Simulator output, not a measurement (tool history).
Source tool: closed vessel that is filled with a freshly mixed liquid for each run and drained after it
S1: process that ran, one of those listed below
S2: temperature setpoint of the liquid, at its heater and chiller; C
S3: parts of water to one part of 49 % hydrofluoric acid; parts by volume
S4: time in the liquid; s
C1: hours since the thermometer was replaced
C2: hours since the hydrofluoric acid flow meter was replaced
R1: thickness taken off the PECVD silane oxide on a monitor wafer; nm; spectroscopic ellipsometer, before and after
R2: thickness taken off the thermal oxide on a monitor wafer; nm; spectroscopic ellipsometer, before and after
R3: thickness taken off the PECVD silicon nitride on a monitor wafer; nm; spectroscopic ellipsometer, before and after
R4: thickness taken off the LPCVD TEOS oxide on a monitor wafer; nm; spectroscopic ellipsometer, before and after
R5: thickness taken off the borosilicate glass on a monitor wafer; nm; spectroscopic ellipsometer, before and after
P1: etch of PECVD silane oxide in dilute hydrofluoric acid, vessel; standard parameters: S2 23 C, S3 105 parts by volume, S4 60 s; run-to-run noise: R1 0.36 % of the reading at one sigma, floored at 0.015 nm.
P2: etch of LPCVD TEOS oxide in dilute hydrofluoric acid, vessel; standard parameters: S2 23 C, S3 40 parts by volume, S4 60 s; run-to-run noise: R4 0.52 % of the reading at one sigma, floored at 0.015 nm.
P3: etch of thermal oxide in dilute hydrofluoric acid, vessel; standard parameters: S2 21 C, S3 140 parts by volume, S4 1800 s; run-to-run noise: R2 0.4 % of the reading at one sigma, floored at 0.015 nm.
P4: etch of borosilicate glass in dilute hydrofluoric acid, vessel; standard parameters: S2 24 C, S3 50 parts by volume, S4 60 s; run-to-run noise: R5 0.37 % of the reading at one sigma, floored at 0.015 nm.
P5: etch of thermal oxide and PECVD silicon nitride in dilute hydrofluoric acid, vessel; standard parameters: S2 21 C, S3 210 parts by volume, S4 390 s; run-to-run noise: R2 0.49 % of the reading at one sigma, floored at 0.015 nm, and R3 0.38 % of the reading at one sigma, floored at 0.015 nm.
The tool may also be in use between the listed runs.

{"run": 1, "hour": 10.2, "S1": "P1", "S2": 23, "S3": 105, "S4": 60, "C1": 522.5, "C2": 1094.3, "R1": 23.702}
{"run": 2, "hour": 16.1, "S1": "P5", "S2": 21, "S3": 210, "S4": 770, "C1": 528.4, "C2": 1100.2, "R2": 13.811, "R3": 13.974}
{"run": 3, "hour": 23.7, "S1": "P1", "S2": 17, "S3": 30, "S4": 60, "C1": 536, "C2": 1107.8, "R1": 71.166}
{"run": 4, "hour": 31.3, "S1": "P1", "S2": 23, "S3": 105, "S4": 60, "C1": 543.6, "C2": 1115.4, "R1": 23.889}
{"run": 5, "hour": 41.9, "S1": "P3", "S2": 21, "S3": 30, "S4": 1800, "C1": 554.2, "C2": 1126, "R2": 280.37}
{"run": 6, "hour": 47.3, "S1": "P1", "S2": 29, "S3": 105, "S4": 60, "C1": 559.6, "C2": 1131.4, "R1": 30.036}
{"run": 7, "hour": 52.3, "S1": "P1", "S2": 23, "S3": 105, "S4": 95, "C1": 564.6, "C2": 1136.4, "R1": 37.699}
{"run": 8, "hour": 57.9, "S1": "P2", "S2": 18, "S3": 40, "S4": 60, "C1": 570.2, "C2": 1142, "R4": 32.064}
{"run": 9, "hour": 68.3, "S1": "P1", "S2": 17, "S3": 105, "S4": 115, "C1": 580.6, "C2": 1152.4, "R1": 35.796}
{"run": 10, "hour": 75.3, "S1": "P1", "S2": 23, "S3": 105, "S4": 30, "C1": 587.6, "C2": 1159.4, "R1": 11.931}
{"run": 11, "hour": 81.4, "S1": "P1", "S2": 23, "S3": 185, "S4": 60, "C1": 593.7, "C2": 1165.5, "R1": 12.368}
{"run": 12, "hour": 89.9, "S1": "P1", "S2": 18, "S3": 105, "S4": 60, "C1": 602.2, "C2": 1174, "R1": 19.428}
{"run": 13, "hour": 100.8, "S1": "P1", "S2": 23, "S3": 105, "S4": 60, "C1": 613.1, "C2": 1184.9, "R1": 23.953}
{"run": 14, "hour": 110.7, "S1": "P3", "S2": 21, "S3": 140, "S4": 1800, "C1": 623, "C2": 1194.8, "R2": 53.125}
{"run": 15, "hour": 119.5, "S1": "P5", "S2": 17, "S3": 210, "S4": 390, "C1": 631.8, "C2": 1203.6, "R2": 5.9499, "R3": 5.4326}
{"run": 16, "hour": 128.6, "S1": "P3", "S2": 21, "S3": 140, "S4": 545, "C1": 640.9, "C2": 1212.7, "R2": 15.977}
{"run": 17, "hour": 134.4, "S1": "P1", "S2": 23, "S3": 105, "S4": 60, "C1": 646.7, "C2": 1218.5, "R1": 23.911}
{"run": 18, "hour": 139.7, "S1": "P5", "S2": 21, "S3": 210, "S4": 390, "C1": 652, "C2": 1223.8, "R2": 7.0456, "R3": 7.0639}
{"run": 19, "hour": 150.2, "S1": "P3", "S2": 25, "S3": 140, "S4": 1800, "C1": 662.5, "C2": 1234.3, "R2": 61.669}
{"run": 20, "hour": 157.7, "S1": "P4", "S2": 24, "S3": 20, "S4": 60, "C1": 670, "C2": 1241.8, "R5": 65.605}
{"run": 21, "hour": 163.6, "S1": "P1", "S2": 23, "S3": 105, "S4": 60, "C1": 675.9, "C2": 1247.7, "R1": 23.896}
{"run": 22, "hour": 172.8, "S1": "P1", "S2": 23, "S3": 105, "S4": 60, "C1": 685.1, "C2": 1256.9, "R1": 23.917}
{"run": 23, "hour": 178.4, "S1": "P2", "S2": 23, "S3": 65, "S4": 60, "C1": 690.7, "C2": 1262.5, "R4": 23.746}
{"run": 24, "hour": 186.1, "S1": "P2", "S2": 23, "S3": 40, "S4": 30, "C1": 698.4, "C2": 1270.2, "R4": 19.955}
{"run": 25, "hour": 192.6, "S1": "P2", "S2": 23, "S3": 40, "S4": 60, "C1": 704.9, "C2": 1276.7, "R4": 39.882}
{"run": 26, "hour": 201.7, "S1": "P4", "S2": 32, "S3": 50, "S4": 60, "C1": 714, "C2": 1285.8, "R5": 34.577}
{"run": 27, "hour": 208.6, "S1": "P5", "S2": 21, "S3": 210, "S4": 390, "C1": 720.9, "C2": 1292.7, "R2": 7.0146, "R3": 6.9868}
{"run": 28, "hour": 216.2, "S1": "P1", "S2": 23, "S3": 105, "S4": 60, "C1": 728.5, "C2": 1300.3, "R1": 23.915}
{"run": 29, "hour": 223.8, "S1": "P5", "S2": 21, "S3": 355, "S4": 390, "C1": 736.1, "C2": 1307.9, "R2": 3.6101, "R3": 4.1807}
{"run": 30, "hour": 233.0, "S1": "P4", "S2": 24, "S3": 50, "S4": 110, "C1": 745.3, "C2": 1317.1, "R5": 46.171}
{"run": 31, "hour": 243.7, "S1": "P1", "S2": 23, "S3": 25, "S4": 60, "C1": 756, "C2": 1327.8, "R1": 110.58}
{"run": 32, "hour": 252.2, "S1": "P4", "S2": 24, "S3": 50, "S4": 60, "C1": 764.5, "C2": 1336.3, "R5": 25.166}
{"run": 33, "hour": 263.2, "S1": "P1", "S2": 23, "S3": 105, "S4": 60, "C1": 775.5, "C2": 1347.3, "R1": 23.677}
{"run": 34, "hour": 273.3, "S1": "P1", "S2": 23, "S3": 105, "S4": 60, "C1": 785.6, "C2": 1357.4, "R1": 24.43}
{"run": 35, "hour": 278.1, "S1": "P1", "S2": 23, "S3": 105, "S4": 60, "C1": 790.4, "C2": 1362.2, "R1": 24.685}
{"run": 36, "hour": 287.7, "S1": "P1", "S2": 23, "S3": 105, "S4": 60, "C1": 800, "C2": 1371.8, "R1": 25.038}
{"run": 37, "hour": 296.0, "S1": "P1", "S2": 23, "S3": 105, "S4": 60, "C1": 808.3, "C2": 1380.1, "R1": 25.28}
{"run": 38, "hour": 300.8, "S1": "P1", "S2": 23, "S3": 105, "S4": 60, "C1": 813.1, "C2": 1384.9, "R1": 25.318}
{"run": 39, "hour": 309.6, "S1": "P1", "S2": 23, "S3": 105, "S4": 60, "C1": 821.9, "C2": 1393.7, "R1": 25.24}
{"run": 40, "hour": 320.3, "S1": "P1", "S2": 23, "S3": 105, "S4": 60, "C1": 832.6, "C2": 1404.4, "R1": 25.393}
{"run": 41, "hour": 330.0, "S1": "P1", "S2": 23, "S3": 105, "S4": 60, "C1": 842.3, "C2": 1414.1, "R1": 25.352}

For run 42, what comes out?
{"run": 42, "hour": 338.0, "S1": "P1", "S2": 23, "S3": 105, "S4": 60, "C1": 850.3, "C2": 1422.1, "R1": "?"}

{"run 42": {"R1": 25.557}}
